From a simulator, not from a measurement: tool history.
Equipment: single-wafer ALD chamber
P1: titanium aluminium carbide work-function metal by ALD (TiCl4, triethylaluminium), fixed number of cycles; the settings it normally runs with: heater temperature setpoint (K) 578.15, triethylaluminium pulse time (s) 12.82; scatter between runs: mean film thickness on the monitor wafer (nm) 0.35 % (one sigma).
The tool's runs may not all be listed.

| run | day | heater temperature setpoint (K) | triethylaluminium pulse time (s) | mean film thickness on the monitor wafer (nm) |
|---|---|---|---|---|
| 1 | 0.312 | 578.15 | 12.82 | 2.1123 |
| 2 | 0.921 | 578.15 | 17.06 | 2.1560 |
| 3 | 1.350 | 578.15 | 12.82 | 2.1244 |
|  | 2.017 | triethylaluminium bottle replaced |
| 4 | 2.050 | 578.15 | 6.80 | 1.9539 |
| 5 | 2.662 | 603.15 | 12.82 | 2.3572 |
| 6 | 3.079 | 559.15 | 19.71 | 1.9740 |
| 7 | 3.596 | 557.15 | 8.77 | 1.8597 |
| 8 | 4.154 | 578.15 | 12.82 | 2.1357 |
| 9 | 4.733 | 578.15 | 12.82 | 2.1374 |
| 10 | 5.167 | 596.15 | 5.67 | 1.9819 |
| 11 | 5.758 | 578.15 | 12.82 | 2.1201 |
| 12 | 6.275 | 554.15 | 12.82 | 1.9198 |
| 13 | 6.900 | 578.15 | 12.82 | 2.1255 |
| 14 | 7.371 | 578.15 | 12.82 | 2.1358 |
| 15 | 7.904 | 578.15 | 12.82 | 2.1087 |
| 16 | 8.404 | 578.15 | 12.82 | 2.0894 |
| 17 | 8.983 | 578.15 | 12.82 | 2.0911 |
| 18 | 9.629 | 578.15 | 12.82 | 2.1058 |
| 19 | 10.017 | 578.15 | 12.82 | 2.0988 |
| 20 | 10.554 | 578.15 | 12.82 | 2.0976 |
| 21 | 10.921 | 578.15 | 12.82 | 2.0975 |
| 22 | 11.462 | 578.15 | 12.82 | 2.0868 |

The output of P1 has drifted from where it used to be. Each of the 2 causes below, taken at the size shown beside it, accounts for the log equally well:
A: triethylaluminium dose below that of a fresh bottle (%) = 20.2
B: wafer temperature below the value expected at the setpoint (K) = 4.11
The creep began at about day 7.371.

Question marks stand in for the results of the 4 check runs listed below, each run on one wafer. Under which run would the listed causes show clearly different results?
| check 1 | 12.004 | 555.15 | 12.82 | ? |
| check 2 | 12.004 | 602.15 | 12.82 | ? |
| check 3 | 12.004 | 561.15 | 7.11 | ? |
| check 4 | 12.004 | 564.15 | 12.82 | ? |

What every check run would give for each of its results, assuming each possible cause in turn:
| check | result | if A | if B |
|---|---|---|---|
| check 1 | mean film thickness on the monitor wafer (nm) | 1.8877 | 1.8849 |
| check 2 | mean film thickness on the monitor wafer (nm) | 2.3071 | 2.3104 |
| check 3 | mean film thickness on the monitor wafer (nm) | 1.7164 | 1.7928 |
| check 4 | mean film thickness on the monitor wafer (nm) | 1.9667 | 1.9650 |
Separation of the two closest causes in each check, using whichever result separates them best: check 1 0.15 %; check 2 0.14 %; check 3 4.36 %; check 4 0.09 %
The other checks would show nearly matching results whichever cause is true, so check 3 is the only one that separates the causes.

Check 3 was carried out, with these results: mean film thickness on the monitor wafer (nm) 1.7084. Which of the listed causes is responsible?

It is A: triethylaluminium dose below that of a fresh bottle (%).
